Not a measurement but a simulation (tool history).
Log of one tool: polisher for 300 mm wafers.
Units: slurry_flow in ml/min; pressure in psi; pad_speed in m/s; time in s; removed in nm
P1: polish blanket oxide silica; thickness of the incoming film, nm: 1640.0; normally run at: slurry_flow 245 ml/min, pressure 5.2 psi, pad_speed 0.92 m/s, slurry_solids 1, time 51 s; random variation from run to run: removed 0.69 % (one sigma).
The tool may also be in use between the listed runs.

Run 1, hour 3.6: slurry_flow 245 ml/min, pressure 5.2 psi, pad_speed 0.92 m/s, slurry_solids 1, time 51 s. Result: removed 175.77 nm.
Run 2, hour 7: slurry_flow 245 ml/min, pressure 5.2 psi, pad_speed 0.92 m/s, slurry_solids 1, time 81 s. Result: removed 277.49 nm.
Run 3, hour 9.4: slurry_flow 245 ml/min, pressure 8.2 psi, pad_speed 0.92 m/s, slurry_solids 1, time 51 s. Result: removed 271.41 nm.
Run 4, hour 13: slurry_flow 245 ml/min, pressure 5.2 psi, pad_speed 0.92 m/s, slurry_solids 1, time 51 s. Result: removed 175.4 nm.
Run 5, hour 16.2: slurry_flow 245 ml/min, pressure 5.2 psi, pad_speed 0.92 m/s, slurry_solids 1, time 51 s. Result: removed 174.66 nm.
Run 6, hour 19.4: slurry_flow 245 ml/min, pressure 5.2 psi, pad_speed 0.92 m/s, slurry_solids 1, time 51 s. Result: removed 173.07 nm.
Run 7, hour 22.4: slurry_flow 345 ml/min, pressure 5.2 psi, pad_speed 0.92 m/s, slurry_solids 1, time 71 s. Result: removed 251.09 nm.
Run 8, hour 25.9: slurry_flow 245 ml/min, pressure 5.2 psi, pad_speed 0.92 m/s, slurry_solids 1, time 29 s. Result: removed 98.176 nm.
Run 9, hour 29.6: slurry_flow 245 ml/min, pressure 5.2 psi, pad_speed 0.48 m/s, slurry_solids 1, time 51 s. Result: removed 104.49 nm.
Run 10, hour 33.3: slurry_flow 245 ml/min, pressure 5.2 psi, pad_speed 0.92 m/s, slurry_solids 1.45, time 51 s. Result: removed 201.6 nm.
Run 11, hour 36.1: slurry_flow 245 ml/min, pressure 5.2 psi, pad_speed 0.92 m/s, slurry_solids 1, time 51 s. Result: removed 174.72 nm.
Run 12, hour 40.1: slurry_flow 385 ml/min, pressure 5.2 psi, pad_speed 0.92 m/s, slurry_solids 1, time 51 s. Result: removed 182.77 nm.
Run 13, hour 43.3: slurry_flow 245 ml/min, pressure 5.2 psi, pad_speed 0.92 m/s, slurry_solids 0.5, time 51 s. Result: removed 119.25 nm.
At hour 47.1: worn pad replaced by a new one.
Run 14, hour 47.5: slurry_flow 245 ml/min, pressure 5.2 psi, pad_speed 0.92 m/s, slurry_solids 1, time 51 s. Result: removed 174.18 nm.
Run 15, hour 50.9: slurry_flow 245 ml/min, pressure 5.2 psi, pad_speed 1.4 m/s, slurry_solids 1, time 51 s. Result: removed 244.11 nm.
Run 16, hour 55: slurry_flow 145 ml/min, pressure 5.2 psi, pad_speed 0.92 m/s, slurry_solids 1, time 51 s. Result: removed 162.93 nm.
Run 17, hour 58.6: slurry_flow 145 ml/min, pressure 5.2 psi, pad_speed 0.92 m/s, slurry_solids 1, time 37 s. Result: removed 117.11 nm.
Run 18, hour 61.2: slurry_flow 245 ml/min, pressure 5.2 psi, pad_speed 1.12 m/s, slurry_solids 1.45, time 51 s. Result: removed 235.01 nm.
Run 19, hour 64.3: slurry_flow 245 ml/min, pressure 3.3 psi, pad_speed 0.92 m/s, slurry_solids 1, time 51 s. Result: removed 109.88 nm.
Run 20, hour 67.6: slurry_flow 245 ml/min, pressure 5.2 psi, pad_speed 0.92 m/s, slurry_solids 1, time 51 s. Result: removed 171.7 nm.
Run 21, hour 71.7: slurry_flow 245 ml/min, pressure 5.2 psi, pad_speed 0.92 m/s, slurry_solids 1, time 51 s. Result: removed 168.87 nm.
Run 22, hour 75: slurry_flow 245 ml/min, pressure 5.2 psi, pad_speed 0.92 m/s, slurry_solids 1, time 51 s. Result: removed 164.13 nm.
Run 23, hour 78.5: slurry_flow 245 ml/min, pressure 5.2 psi, pad_speed 0.92 m/s, slurry_solids 1, time 51 s. Result: removed 161.33 nm.
Run 24, hour 81.3: slurry_flow 245 ml/min, pressure 5.2 psi, pad_speed 0.92 m/s, slurry_solids 1, time 51 s. Result: removed 160.69 nm.

The next listed run, before its measurement:
At hour 82.2: slurry nozzle cleaned.
At hour 82.7: worn pad replaced by a new one.
Run 25, hour 83.2: slurry_flow 245 ml/min, pressure 5.2 psi, pad_speed 0.92 m/s, slurry_solids 1, time 51 s. Result: removed ?.

Run 25 gave removed 157.79 nm.

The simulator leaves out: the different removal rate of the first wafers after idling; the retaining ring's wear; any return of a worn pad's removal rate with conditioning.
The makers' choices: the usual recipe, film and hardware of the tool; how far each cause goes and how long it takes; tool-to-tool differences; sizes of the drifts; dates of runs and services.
